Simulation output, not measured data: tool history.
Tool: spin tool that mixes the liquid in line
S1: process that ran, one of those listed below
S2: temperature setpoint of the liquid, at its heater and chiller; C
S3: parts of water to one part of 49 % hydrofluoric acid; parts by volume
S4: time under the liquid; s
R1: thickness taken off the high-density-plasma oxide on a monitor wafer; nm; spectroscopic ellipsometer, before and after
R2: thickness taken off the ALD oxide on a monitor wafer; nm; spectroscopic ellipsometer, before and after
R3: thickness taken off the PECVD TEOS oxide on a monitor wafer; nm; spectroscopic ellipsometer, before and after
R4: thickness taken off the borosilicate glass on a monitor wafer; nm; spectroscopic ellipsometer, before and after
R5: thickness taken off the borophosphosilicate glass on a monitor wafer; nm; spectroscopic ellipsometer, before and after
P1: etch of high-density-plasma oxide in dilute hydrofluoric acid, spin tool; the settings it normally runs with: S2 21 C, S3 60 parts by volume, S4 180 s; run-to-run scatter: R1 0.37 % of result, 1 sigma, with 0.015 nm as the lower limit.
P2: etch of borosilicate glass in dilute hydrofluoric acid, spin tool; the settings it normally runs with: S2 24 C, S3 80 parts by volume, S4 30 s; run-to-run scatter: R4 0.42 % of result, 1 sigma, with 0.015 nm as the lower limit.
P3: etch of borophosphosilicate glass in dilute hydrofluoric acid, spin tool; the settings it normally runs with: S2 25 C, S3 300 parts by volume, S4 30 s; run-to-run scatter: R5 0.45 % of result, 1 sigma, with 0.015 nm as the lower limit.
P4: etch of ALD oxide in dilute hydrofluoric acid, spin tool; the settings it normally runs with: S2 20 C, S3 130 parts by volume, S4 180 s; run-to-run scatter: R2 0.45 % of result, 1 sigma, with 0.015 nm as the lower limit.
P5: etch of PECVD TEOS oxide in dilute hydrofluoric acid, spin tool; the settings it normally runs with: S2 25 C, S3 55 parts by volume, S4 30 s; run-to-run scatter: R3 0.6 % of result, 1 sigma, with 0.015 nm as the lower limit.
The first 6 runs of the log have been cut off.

{"run": 7, "hour": 93.3, "S1": "P1", "S2": 21, "S3": 60, "S4": 260, "R1": 31.743}
{"run": 8, "hour": 111.6, "S1": "P1", "S2": 21, "S3": 60, "S4": 15, "R1": 1.8446}
{"run": 9, "hour": 129.7, "S1": "P1", "S2": 27, "S3": 80, "S4": 180, "R1": 20.34}
{"run": 10, "hour": 148.0, "S1": "P1", "S2": 21, "S3": 60, "S4": 180, "R1": 21.806}
{"run": 11, "hour": 163.9, "S1": "P5", "S2": 25, "S3": 55, "S4": 30, "R3": 4.923}
{"run": 12, "hour": 179.6, "S1": "P2", "S2": 17.5, "S3": 80, "S4": 30, "R4": 7.1531}
{"run": 13, "hour": 192.7, "S1": "P1", "S2": 21, "S3": 60, "S4": 180, "R1": 21.764}
{"run": 14, "hour": 201.3, "S1": "P4", "S2": 17, "S3": 130, "S4": 180, "R2": 17.845}
{"run": 15, "hour": 211.9, "S1": "P1", "S2": 21, "S3": 60, "S4": 180, "R1": 21.987}
{"run": 16, "hour": 225.8, "S1": "P2", "S2": 24, "S3": 80, "S4": 30, "R4": 9.4086}
{"run": 17, "hour": 239.0, "S1": "P5", "S2": 25, "S3": 55, "S4": 15, "R3": 2.4535}
{"run": 18, "hour": 253.3, "S1": "P3", "S2": 25, "S3": 300, "S4": 60, "R5": 9.8102}
{"run": 19, "hour": 271.6, "S1": "P5", "S2": 25, "S3": 80, "S4": 30, "R3": 3.2425}
{"run": 20, "hour": 288.2, "S1": "P3", "S2": 29.5, "S3": 300, "S4": 30, "R5": 5.6885}

Run 21 comes next. What will it give?
{"run": 21, "hour": 300.2, "S1": "P3", "S2": 25, "S3": 500, "S4": 30, "R5": "?"}

R5: 2.4688 nm

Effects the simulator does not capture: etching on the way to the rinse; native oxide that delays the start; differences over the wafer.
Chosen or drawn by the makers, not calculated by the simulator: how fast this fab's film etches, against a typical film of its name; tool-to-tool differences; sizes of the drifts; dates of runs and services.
